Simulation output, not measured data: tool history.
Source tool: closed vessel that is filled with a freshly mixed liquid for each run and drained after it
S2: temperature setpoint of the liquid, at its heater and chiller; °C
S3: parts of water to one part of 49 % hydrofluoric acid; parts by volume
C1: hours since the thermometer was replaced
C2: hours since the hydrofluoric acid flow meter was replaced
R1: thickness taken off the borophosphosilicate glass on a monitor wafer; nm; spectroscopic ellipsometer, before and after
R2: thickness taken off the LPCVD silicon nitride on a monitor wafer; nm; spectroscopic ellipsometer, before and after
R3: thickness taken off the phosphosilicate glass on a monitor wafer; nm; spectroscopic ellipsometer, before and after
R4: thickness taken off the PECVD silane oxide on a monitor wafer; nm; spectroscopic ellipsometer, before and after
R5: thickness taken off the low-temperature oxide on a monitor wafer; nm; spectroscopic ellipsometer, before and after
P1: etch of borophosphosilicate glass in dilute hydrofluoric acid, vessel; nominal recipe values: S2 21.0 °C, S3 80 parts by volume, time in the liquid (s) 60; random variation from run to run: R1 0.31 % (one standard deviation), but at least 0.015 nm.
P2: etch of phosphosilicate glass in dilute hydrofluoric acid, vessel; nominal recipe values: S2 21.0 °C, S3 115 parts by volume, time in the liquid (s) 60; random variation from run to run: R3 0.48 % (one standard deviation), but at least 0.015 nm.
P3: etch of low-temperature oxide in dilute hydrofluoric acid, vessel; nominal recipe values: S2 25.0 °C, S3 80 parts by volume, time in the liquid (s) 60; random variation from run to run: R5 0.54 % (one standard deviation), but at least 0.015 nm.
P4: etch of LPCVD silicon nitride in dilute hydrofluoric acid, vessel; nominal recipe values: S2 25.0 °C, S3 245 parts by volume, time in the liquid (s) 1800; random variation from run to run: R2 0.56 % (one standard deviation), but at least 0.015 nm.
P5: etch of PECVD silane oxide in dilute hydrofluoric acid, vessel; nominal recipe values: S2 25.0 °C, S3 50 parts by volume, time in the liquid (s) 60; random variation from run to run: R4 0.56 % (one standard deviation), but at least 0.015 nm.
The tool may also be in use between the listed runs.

run 1 hour=10.4 | process_that_ran=P1 S2=21.0 S3=80 time_in_the_liquid_(s)=60 | C1=433.3 C2=201.6 | R1=19.4790
run 2 hour=18.3 | process_that_ran=P1 S2=21.0 S3=80 time_in_the_liquid_(s)=60 | C1=441.2 C2=209.5 | R1=19.4360
run 3 hour=26.6 | process_that_ran=P1 S2=21.0 S3=80 time_in_the_liquid_(s)=30 | C1=449.5 C2=217.8 | R1=9.6954
run 4 hour=34.4 | process_that_ran=P1 S2=21.0 S3=115 time_in_the_liquid_(s)=60 | C1=457.3 C2=225.6 | R1=13.0280
run 5 hour=40.6 | process_that_ran=P4 S2=29.0 S3=245 time_in_the_liquid_(s)=1800 | C1=463.5 C2=231.8 | R2=4.8771
run 6 hour=49.4 | process_that_ran=P2 S2=26.5 S3=115 time_in_the_liquid_(s)=60 | C1=472.3 C2=240.6 | R3=42.395
run 7 hour=55.5 | process_that_ran=P5 S2=30.0 S3=50 time_in_the_liquid_(s)=60 | C1=478.4 C2=246.7 | R4=43.302
run 8 hour=65.7 | process_that_ran=P1 S2=21.0 S3=80 time_in_the_liquid_(s)=60 | C1=488.6 C2=256.9 | R1=19.3860
run 9 hour=72.0 | process_that_ran=P1 S2=21.0 S3=80 time_in_the_liquid_(s)=60 | C1=494.9 C2=263.2 | R1=19.3240
run 10 hour=77.5 | process_that_ran=P5 S2=25.0 S3=20 time_in_the_liquid_(s)=60 | C1=500.4 C2=268.7 | R4=92.475
run 11 hour=83.5 | process_that_ran=P3 S2=25.0 S3=80 time_in_the_liquid_(s)=60 | C1=506.4 C2=274.7 | R5=26.169
run 12 hour=93.1 | process_that_ran=P1 S2=17.0 S3=80 time_in_the_liquid_(s)=60 | C1=516.0 C2=284.3 | R1=16.4200
run 13 hour=98.8 | process_that_ran=P1 S2=21.0 S3=40 time_in_the_liquid_(s)=60 | C1=521.7 C2=290.0 | R1=40.5760
run 14 hour=104.6 | process_that_ran=P4 S2=25.0 S3=340 time_in_the_liquid_(s)=1800 | C1=527.5 C2=295.8 | R2=2.7209
run 15 hour=111.3 | process_that_ran=P5 S2=25.0 S3=50 time_in_the_liquid_(s)=60 | C1=534.2 C2=302.5 | R4=35.609
run 16 hour=119.4 | process_that_ran=P1 S2=21.0 S3=80 time_in_the_liquid_(s)=60 | C1=542.3 C2=310.6 | R1=19.3440
run 17 hour=126.6 | process_that_ran=P2 S2=21.0 S3=115 time_in_the_liquid_(s)=60 | C1=549.5 C2=317.8 | R3=33.861
run 18 hour=133.0 | process_that_ran=P3 S2=25.0 S3=35 time_in_the_liquid_(s)=60 | C1=555.9 C2=324.2 | R5=63.065
run 19 hour=142.4 | process_that_ran=P4 S2=25.0 S3=245 time_in_the_liquid_(s)=2890 | C1=565.3 C2=333.6 | R2=6.1606
run 20 hour=152.3 | process_that_ran=P1 S2=29.5 S3=80 time_in_the_liquid_(s)=60 | C1=575.2 C2=343.5 | R1=27.2840
run 21 hour=159.3 | process_that_ran=P1 S2=27.0 S3=125 time_in_the_liquid_(s)=60 | C1=582.2 C2=350.5 | R1=14.9410
run 22 hour=170.6 | process_that_ran=P3 S2=25.0 S3=80 time_in_the_liquid_(s)=60 | C1=593.5 C2=361.8 | R5=26.030
run 23 hour=178.0 | process_that_ran=P5 S2=25.0 S3=50 time_in_the_liquid_(s)=60 | C1=600.9 C2=369.2 | R4=35.350
run 24 hour=183.8 | process_that_ran=P2 S2=21.0 S3=50 time_in_the_liquid_(s)=60 | C1=606.7 C2=375.0 | R3=84.915
run 25 hour=194.4 | process_that_ran=P1 S2=21.0 S3=80 time_in_the_liquid_(s)=60 | C1=617.3 C2=385.6 | R1=19.4220
run 26 hour=201.0 | process_that_ran=P2 S2=21.0 S3=115 time_in_the_liquid_(s)=60 | C1=623.9 C2=392.2 | R3=34.090
run 27 hour=206.2 | process_that_ran=P3 S2=30.0 S3=80 time_in_the_liquid_(s)=60 | C1=629.1 C2=397.4 | R5=32.012
run 28 hour=217.0 | process_that_ran=P2 S2=21.0 S3=115 time_in_the_liquid_(s)=30 | C1=639.9 C2=408.2 | R3=17.002
run 29 hour=223.2 | process_that_ran=P3 S2=25.0 S3=80 time_in_the_liquid_(s)=30 | C1=646.1 C2=414.4 | R5=12.972
run 30 hour=230.3 | process_that_ran=P1 S2=26.0 S3=110 time_in_the_liquid_(s)=60 | C1=653.2 C2=421.5 | R1=16.6690
run 31 hour=239.9 | process_that_ran=P4 S2=25.0 S3=245 time_in_the_liquid_(s)=1800 | C1=662.8 C2=431.1 | R2=3.8681
run 32 hour=246.7 | process_that_ran=P1 S2=21.0 S3=80 time_in_the_liquid_(s)=60 | C1=669.6 C2=437.9 | R1=19.4900
run 33 hour=257.5 | process_that_ran=P1 S2=21.0 S3=80 time_in_the_liquid_(s)=110 | C1=680.4 C2=448.7 | R1=35.6740
run 34 hour=263.2 | process_that_ran=P1 S2=17.0 S3=80 time_in_the_liquid_(s)=95 | C1=686.1 C2=454.4 | R1=26.0690
run 35 hour=271.3 | process_that_ran=P4 S2=25.0 S3=245 time_in_the_liquid_(s)=1800 | C1=694.2 C2=462.5 | R2=3.8162
run 36 hour=282.8 | process_that_ran=P5 S2=25.0 S3=50 time_in_the_liquid_(s)=30 | C1=705.7 C2=474.0 | R4=17.965
run 37 hour=292.3 | process_that_ran=P1 S2=21.0 S3=80 time_in_the_liquid_(s)=60 | C1=715.2 C2=483.5 | R1=19.3430
run 38 hour=302.8 | process_that_ran=P1 S2=21.0 S3=80 time_in_the_liquid_(s)=60 | C1=725.7 C2=494.0 | R1=18.9200
run 39 hour=311.3 | process_that_ran=P1 S2=21.0 S3=80 time_in_the_liquid_(s)=60 | C1=734.2 C2=502.5 | R1=18.6040
run 40 hour=320.4 | process_that_ran=P1 S2=21.0 S3=80 time_in_the_liquid_(s)=60 | C1=743.3 C2=511.6 | R1=18.3490
run 41 hour=325.5 | process_that_ran=P1 S2=21.0 S3=80 time_in_the_liquid_(s)=60 | C1=748.4 C2=516.7 | R1=18.3620
run 42 hour=336.5 | process_that_ran=P1 S2=21.0 S3=80 time_in_the_liquid_(s)=60 | C1=759.4 C2=527.7 | R1=18.2390
run 43 hour=347.1 | process_that_ran=P1 S2=21.0 S3=80 time_in_the_liquid_(s)=60 | C1=770.0 C2=538.3 | R1=18.2080
run 44 hour=357.7 | process_that_ran=P1 S2=21.0 S3=80 time_in_the_liquid_(s)=60 | C1=780.6 C2=548.9 | R1=18.1480
run 45 hour=365.3 | process_that_ran=P1 S2=21.0 S3=80 time_in_the_liquid_(s)=60 | C1=788.2 C2=556.5 | R1=18.0710
run 46 hour=375.1 | process_that_ran=P1 S2=21.0 S3=80 time_in_the_liquid_(s)=60 | C1=798.0 C2=566.3 | R1=18.0390
run 47 hour=382.4 | process_that_ran=P1 S2=21.0 S3=80 time_in_the_liquid_(s)=60 | C1=805.3 C2=573.6 | R1=18.0240
run 48 hour=393.7 | process_that_ran=P1 S2=21.0 S3=80 time_in_the_liquid_(s)=60 | C1=816.6 C2=584.9 | R1=17.9010

What P1 gives has crept away from where it was. These 2 causes fit the log equally well, each at the size given:
A: hydrofluoric acid flow below the setpoint (%) = 6.79
B: liquid colder than its thermometer reads (K) = 1.86
Creep in the process output first set in at about hour 292.3.

You are offered 4 check runs, listed below with question marks in place of their results; each one averages 2 wafers. Which run separates the listed causes by giving clearly different results for each?
run check 1 hour=405.0 | process_that_ran=P2 S2=21.0 S3=115 time_in_the_liquid_(s)=60 | R3=?
run check 2 hour=405.0 | process_that_ran=P4 S2=25.0 S3=245 time_in_the_liquid_(s)=1800 | R2=?
run check 3 hour=405.0 | process_that_ran=P5 S2=25.0 S3=50 time_in_the_liquid_(s)=60 | R4=?
run check 4 hour=405.0 | process_that_ran=P3 S2=25.0 S3=80 time_in_the_liquid_(s)=60 | R5=?

What every check run would give for each of its results, assuming each possible cause in turn:
check=check_1 result=R3 if_A=31.501 if_B=31.628
check=check_2 result=R2 if_A=3.5726 if_B=3.4135
check=check_3 result=R4 if_A=33.076 if_B=33.034
check=check_4 result=R5 if_A=24.114 if_B=24.190
Smallest distance between any two causes, each pair judged by its most separating result, in per cent: check 1 0.4 %; check 2 4.56 %; check 3 0.13 %; check 4 0.31 %
Only in check 2 would the causes give clearly different results; in the remaining checks their results would be nearly the same.

Then check 2 was run and gave: R2 3.5577 nm. Which cause is it?

A is the cause: hydrofluoric acid flow below the setpoint (%).

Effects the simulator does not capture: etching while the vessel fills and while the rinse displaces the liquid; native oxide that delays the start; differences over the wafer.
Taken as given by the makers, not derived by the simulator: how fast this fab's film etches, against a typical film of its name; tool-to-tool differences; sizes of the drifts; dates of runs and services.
